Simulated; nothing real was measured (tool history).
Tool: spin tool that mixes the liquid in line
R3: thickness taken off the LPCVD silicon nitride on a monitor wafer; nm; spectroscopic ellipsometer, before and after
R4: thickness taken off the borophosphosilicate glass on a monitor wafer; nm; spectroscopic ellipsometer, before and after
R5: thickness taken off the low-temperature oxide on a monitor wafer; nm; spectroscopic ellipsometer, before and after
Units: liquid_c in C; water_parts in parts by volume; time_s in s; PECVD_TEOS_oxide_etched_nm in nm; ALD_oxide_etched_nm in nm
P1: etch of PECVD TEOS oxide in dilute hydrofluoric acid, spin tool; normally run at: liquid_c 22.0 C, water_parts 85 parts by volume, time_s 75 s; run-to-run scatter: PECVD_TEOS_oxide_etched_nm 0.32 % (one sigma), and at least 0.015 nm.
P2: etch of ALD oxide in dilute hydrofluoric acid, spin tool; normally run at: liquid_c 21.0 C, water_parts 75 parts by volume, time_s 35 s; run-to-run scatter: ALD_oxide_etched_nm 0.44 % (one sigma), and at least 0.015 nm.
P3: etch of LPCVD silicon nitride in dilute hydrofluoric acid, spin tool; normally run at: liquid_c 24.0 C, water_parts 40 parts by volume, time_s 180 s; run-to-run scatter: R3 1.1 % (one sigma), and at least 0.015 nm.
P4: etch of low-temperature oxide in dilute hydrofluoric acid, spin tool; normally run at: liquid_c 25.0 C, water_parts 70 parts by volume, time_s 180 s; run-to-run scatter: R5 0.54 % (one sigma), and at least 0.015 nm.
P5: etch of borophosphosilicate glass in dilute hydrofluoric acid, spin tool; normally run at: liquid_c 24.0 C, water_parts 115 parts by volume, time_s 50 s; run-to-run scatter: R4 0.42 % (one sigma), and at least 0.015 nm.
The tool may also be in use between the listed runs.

Run 1, hour 3.8: process P1, liquid_c 22.0 C, water_parts 85 parts by volume, time_s 75 s. Result: PECVD_TEOS_oxide_etched_nm 14.0540 nm.
Run 2, hour 7.7: process P1, liquid_c 22.0 C, water_parts 145 parts by volume, time_s 75 s. Result: PECVD_TEOS_oxide_etched_nm 7.6790 nm.
Run 3, hour 10.0: process P1, liquid_c 22.0 C, water_parts 35 parts by volume, time_s 75 s. Result: PECVD_TEOS_oxide_etched_nm 36.6840 nm.
Run 4, hour 12.4: process P2, liquid_c 21.0 C, water_parts 75 parts by volume, time_s 35 s. Result: ALD_oxide_etched_nm 13.817 nm.
Run 5, hour 16.7: process P3, liquid_c 24.0 C, water_parts 40 parts by volume, time_s 180 s. Result: R3 2.29350 nm.
Run 6, hour 20.2: process P5, liquid_c 24.0 C, water_parts 115 parts by volume, time_s 50 s. Result: R4 13.729 nm.
Run 7, hour 22.5: process P1, liquid_c 22.0 C, water_parts 140 parts by volume, time_s 130 s. Result: PECVD_TEOS_oxide_etched_nm 13.8870 nm.
Run 8, hour 25.7: process P4, liquid_c 20.5 C, water_parts 70 parts by volume, time_s 180 s. Result: R5 36.919 nm.
Run 9, hour 29.1: process P1, liquid_c 22.0 C, water_parts 85 parts by volume, time_s 25 s. Result: PECVD_TEOS_oxide_etched_nm 4.6963 nm.
Run 10, hour 32.3: process P3, liquid_c 24.0 C, water_parts 40 parts by volume, time_s 15 s. Result: R3 0.20181 nm.
Run 11, hour 36.5: process P2, liquid_c 21.0 C, water_parts 75 parts by volume, time_s 55 s. Result: ALD_oxide_etched_nm 21.651 nm.
Run 12, hour 39.8: process P1, liquid_c 22.0 C, water_parts 85 parts by volume, time_s 75 s. Result: PECVD_TEOS_oxide_etched_nm 14.1320 nm.
Run 13, hour 43.9: process P1, liquid_c 22.0 C, water_parts 85 parts by volume, time_s 75 s. Result: PECVD_TEOS_oxide_etched_nm 14.0880 nm.
Run 14, hour 47.9: process P1, liquid_c 22.0 C, water_parts 85 parts by volume, time_s 120 s. Result: PECVD_TEOS_oxide_etched_nm 22.6160 nm.
Run 15, hour 50.7: process P1, liquid_c 18.5 C, water_parts 85 parts by volume, time_s 75 s. Result: PECVD_TEOS_oxide_etched_nm 12.2010 nm.
Run 16, hour 53.8: process P5, liquid_c 27.5 C, water_parts 115 parts by volume, time_s 50 s. Result: R4 15.603 nm.
Run 17, hour 57.9: process P1, liquid_c 25.5 C, water_parts 125 parts by volume, time_s 75 s. Result: PECVD_TEOS_oxide_etched_nm 10.5310 nm.
Run 18, hour 62.9: process P4, liquid_c 25.0 C, water_parts 70 parts by volume, time_s 180 s. Result: R5 44.761 nm.
At hour 65.9: hydrofluoric acid flow meter replaced.
Run 19, hour 66.8: process P1, liquid_c 29.0 C, water_parts 85 parts by volume, time_s 75 s. Result: PECVD_TEOS_oxide_etched_nm 18.6200 nm.
Run 20, hour 69.9: process P4, liquid_c 25.0 C, water_parts 70 parts by volume, time_s 180 s. Result: R5 44.739 nm.
Run 21, hour 72.7: process P4, liquid_c 25.0 C, water_parts 30 parts by volume, time_s 180 s. Result: R5 110.400 nm.
Run 22, hour 76.2: process P5, liquid_c 24.0 C, water_parts 55 parts by volume, time_s 50 s. Result: R4 30.792 nm.
Run 23, hour 78.5: process P5, liquid_c 24.0 C, water_parts 115 parts by volume, time_s 80 s. Result: R4 21.773 nm.
Run 24, hour 81.3: process P3, liquid_c 24.0 C, water_parts 20 parts by volume, time_s 180 s. Result: R3 4.29180 nm.
Run 25, hour 83.9: process P3, liquid_c 30.5 C, water_parts 40 parts by volume, time_s 180 s. Result: R3 3.55930 nm.
Run 26, hour 86.5: process P2, liquid_c 21.0 C, water_parts 20 parts by volume, time_s 35 s. Result: ALD_oxide_etched_nm 55.123 nm.
Run 27, hour 91.2: process P1, liquid_c 22.0 C, water_parts 85 parts by volume, time_s 75 s. Result: PECVD_TEOS_oxide_etched_nm 14.1490 nm.
Run 28, hour 95.9: process P2, liquid_c 27.0 C, water_parts 75 parts by volume, time_s 35 s. Result: ALD_oxide_etched_nm 17.507 nm.
Run 29, hour 100.9: process P4, liquid_c 25.0 C, water_parts 70 parts by volume, time_s 75 s. Result: R5 18.699 nm.
Run 30, hour 103.8: process P1, liquid_c 22.0 C, water_parts 85 parts by volume, time_s 75 s. Result: PECVD_TEOS_oxide_etched_nm 14.1360 nm.
Run 31, hour 106.5: process P1, liquid_c 22.0 C, water_parts 85 parts by volume, time_s 75 s. Result: PECVD_TEOS_oxide_etched_nm 13.6290 nm.
Run 32, hour 108.8: process P1, liquid_c 22.0 C, water_parts 85 parts by volume, time_s 75 s. Result: PECVD_TEOS_oxide_etched_nm 13.3710 nm.
Run 33, hour 111.3: process P1, liquid_c 22.0 C, water_parts 85 parts by volume, time_s 75 s. Result: PECVD_TEOS_oxide_etched_nm 13.2910 nm.
Run 34, hour 115.1: process P1, liquid_c 22.0 C, water_parts 85 parts by volume, time_s 75 s. Result: PECVD_TEOS_oxide_etched_nm 13.0210 nm.
Run 35, hour 120.2: process P1, liquid_c 22.0 C, water_parts 85 parts by volume, time_s 75 s. Result: PECVD_TEOS_oxide_etched_nm 12.9370 nm.
Run 36, hour 124.6: process P1, liquid_c 22.0 C, water_parts 85 parts by volume, time_s 75 s. Result: PECVD_TEOS_oxide_etched_nm 12.9180 nm.

What P1 gives has crept away from where it was. These 2 causes fit the log equally well, each at the size given:
A: liquid colder than its thermometer reads (K) = 2.15
B: hydrofluoric acid flow below the setpoint (%) = 7.66
The creep began at about hour 103.8.

4 check runs are offered, each on 2 wafers whose results are averaged, their results left as question marks. Which one tells the causes apart?
Run check 1, hour 129.0: process P5, liquid_c 24.0 C, water_parts 115 parts by volume, time_s 50 s. Result: R4 ?.
Run check 2, hour 129.0: process P4, liquid_c 25.0 C, water_parts 70 parts by volume, time_s 180 s. Result: R5 ?.
Run check 3, hour 129.0: process P2, liquid_c 21.0 C, water_parts 75 parts by volume, time_s 35 s. Result: ALD_oxide_etched_nm ?.
Run check 4, hour 129.0: process P3, liquid_c 24.0 C, water_parts 40 parts by volume, time_s 180 s. Result: R3 ?.

What each check would give under each cause:
  check               result     if A     if B
check 1                   R4   12.551   12.477
check 2                   R5   40.975   40.966
check 3  ALD_oxide_etched_nm   12.567   12.602
check 4                   R3  1.96050  2.10080
How far apart the two closest causes lie, in the result that separates them most: check 1 0.6 %; check 2 0.02 %; check 3 0.28 %; check 4 6.91 %
Only check 4 tells the causes apart: in the others they would give nearly the same result.

Check 4 was then run and gave: R3 2.12890 nm. Which cause is it?

It is B: hydrofluoric acid flow below the setpoint (%).
